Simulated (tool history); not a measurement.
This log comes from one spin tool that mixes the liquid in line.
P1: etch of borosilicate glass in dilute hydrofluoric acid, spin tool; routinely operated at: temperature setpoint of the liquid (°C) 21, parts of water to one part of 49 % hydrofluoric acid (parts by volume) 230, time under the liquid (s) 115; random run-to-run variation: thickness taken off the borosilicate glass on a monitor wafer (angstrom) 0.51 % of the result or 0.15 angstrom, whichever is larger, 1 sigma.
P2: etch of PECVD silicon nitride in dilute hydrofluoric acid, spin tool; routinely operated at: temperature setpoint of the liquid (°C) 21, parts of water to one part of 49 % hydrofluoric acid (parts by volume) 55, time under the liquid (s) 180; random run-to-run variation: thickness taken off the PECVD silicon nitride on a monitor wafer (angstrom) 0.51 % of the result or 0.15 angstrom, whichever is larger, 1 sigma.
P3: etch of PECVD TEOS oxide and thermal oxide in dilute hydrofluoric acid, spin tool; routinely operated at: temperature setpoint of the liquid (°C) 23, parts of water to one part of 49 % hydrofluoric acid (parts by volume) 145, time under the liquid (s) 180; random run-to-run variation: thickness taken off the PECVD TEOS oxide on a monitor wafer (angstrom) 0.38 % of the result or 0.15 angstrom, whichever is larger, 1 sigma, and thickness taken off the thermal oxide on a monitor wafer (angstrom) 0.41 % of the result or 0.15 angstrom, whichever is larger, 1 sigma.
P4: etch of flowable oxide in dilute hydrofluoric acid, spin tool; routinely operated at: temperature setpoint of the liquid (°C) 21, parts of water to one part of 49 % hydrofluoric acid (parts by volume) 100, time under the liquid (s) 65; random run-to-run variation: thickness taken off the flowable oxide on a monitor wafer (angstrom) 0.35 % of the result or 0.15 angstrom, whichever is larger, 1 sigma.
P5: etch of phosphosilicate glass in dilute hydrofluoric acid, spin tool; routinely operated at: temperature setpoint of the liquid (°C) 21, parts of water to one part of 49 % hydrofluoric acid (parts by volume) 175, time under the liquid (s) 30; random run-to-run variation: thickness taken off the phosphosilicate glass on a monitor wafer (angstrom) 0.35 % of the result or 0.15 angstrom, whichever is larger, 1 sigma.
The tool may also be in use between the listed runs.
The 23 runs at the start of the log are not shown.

run,hour,process that ran,temperature setpoint of the liquid (°C),parts of water to one part of 49 % hydrofluoric acid (parts by volume),time under the liquid (s),hours since the thermometer was replaced,hours since the hydrofluoric acid flow meter was replaced,thickness taken off the borosilicate glass on a monitor wafer (angstrom),thickness taken off the flowable oxide on a monitor wafer (angstrom),thickness taken off the PECVD silicon nitride on a monitor wafer (angstrom),thickness taken off the phosphosilicate glass on a monitor wafer (angstrom),thickness taken off the PECVD TEOS oxide on a monitor wafer (angstrom),thickness taken off the thermal oxide on a monitor wafer (angstrom)
24,195.2,P4,21,170,65,948.1,19,,183.76,,,,
25,201.4,P1,21,230,115,954.3,25.2,70.276,,,,,
26,211.2,P5,21,175,30,964.1,35,,,,128.87,,
27,221.9,P3,29.5,145,180,974.8,45.7,,,,,233.6,68.138
28,227.5,P5,26.5,175,30,980.4,51.3,,,,158.95,,
29,235.3,P4,21,100,65,988.2,59.1,,339.1,,,,
30,246,P2,21,55,15,998.9,69.8,,,6.3584,,,
31,256.2,P3,23,35,180,1009.1,80,,,,,870.21,252.4
32,261.7,P1,21,230,115,1014.6,85.5,70.028,,,,,
33,267.5,P1,21,230,115,1020.4,91.3,68.809,,,,,
34,277.8,P1,21,230,115,1030.7,101.6,67.247,,,,,
35,287.7,P1,21,230,115,1040.6,111.5,66.672,,,,,

Estimate the outcome of run 36 from the log above:
36,295,P1,21,230,115,1047.9,118.8,?,,,,,

{"run 36": {"thickness taken off the borosilicate glass on a monitor wafer (angstrom)": 66.138}}
